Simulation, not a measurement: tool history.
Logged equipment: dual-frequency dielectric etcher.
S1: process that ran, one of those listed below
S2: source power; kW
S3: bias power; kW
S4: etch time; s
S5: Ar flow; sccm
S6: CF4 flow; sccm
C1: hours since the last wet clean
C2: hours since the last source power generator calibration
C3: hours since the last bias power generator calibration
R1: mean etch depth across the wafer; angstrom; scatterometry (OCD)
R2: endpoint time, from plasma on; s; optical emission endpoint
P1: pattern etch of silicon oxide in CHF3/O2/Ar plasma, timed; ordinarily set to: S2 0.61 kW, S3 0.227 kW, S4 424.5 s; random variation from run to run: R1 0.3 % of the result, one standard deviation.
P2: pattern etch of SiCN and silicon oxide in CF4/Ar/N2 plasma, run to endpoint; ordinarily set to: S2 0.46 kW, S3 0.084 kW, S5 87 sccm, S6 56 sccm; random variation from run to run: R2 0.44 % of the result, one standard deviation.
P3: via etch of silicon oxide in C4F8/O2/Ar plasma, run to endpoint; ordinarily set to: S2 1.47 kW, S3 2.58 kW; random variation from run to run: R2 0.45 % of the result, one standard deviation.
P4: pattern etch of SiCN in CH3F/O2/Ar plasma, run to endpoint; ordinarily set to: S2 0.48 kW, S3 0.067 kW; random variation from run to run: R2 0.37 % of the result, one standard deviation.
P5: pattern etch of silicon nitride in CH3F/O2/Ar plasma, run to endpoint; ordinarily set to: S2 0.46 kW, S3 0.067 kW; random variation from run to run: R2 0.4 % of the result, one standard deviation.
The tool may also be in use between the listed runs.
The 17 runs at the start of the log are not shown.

run    day  S1    S2     S3     S4  S5  S6     C1     C2      C3      R1      R2
 18  3.358  P1  0.61  0.227    582          348.1  369.3  2949.8   13087
 19  3.538  P5  0.64  0.067                 352.4  373.6  2954.1          74.406
 20  3.675  P4  0.48  0.087                 355.7  376.9  2957.4          26.504
 21  3.867  P5  0.46  0.067                 360.3  381.5    2962          84.463
 22   4.05  P1  0.61  0.227  233.5          364.7  385.9  2966.4    5255
 23  4.288  P2  0.46  0.084         55  56  370.4  391.6  2972.1          15.077
 24  4.462  P1  0.45  0.314  424.5          374.6  395.8  2976.3  9598.7
 25  4.704  P1  0.42  0.227  424.5          380.4  401.6  2982.1  8269.2
 26   4.95  P3  1.47   2.58                 386.3  407.5    2988          307.06
 27  5.204  P2  0.46  0.051         87  56  392.4  413.6  2994.1          19.051
 28   5.35  P1  0.43  0.227    623          395.9  417.1  2997.6   12277
 29  5.592  P1  0.61  0.227  424.5          401.7  422.9  3003.4  9547.6

Forecast run 30:
 30  5.75  P1  0.61  0.227  424.5          405.5  426.7  3007.2   ?

R1: 9588.1 angstrom

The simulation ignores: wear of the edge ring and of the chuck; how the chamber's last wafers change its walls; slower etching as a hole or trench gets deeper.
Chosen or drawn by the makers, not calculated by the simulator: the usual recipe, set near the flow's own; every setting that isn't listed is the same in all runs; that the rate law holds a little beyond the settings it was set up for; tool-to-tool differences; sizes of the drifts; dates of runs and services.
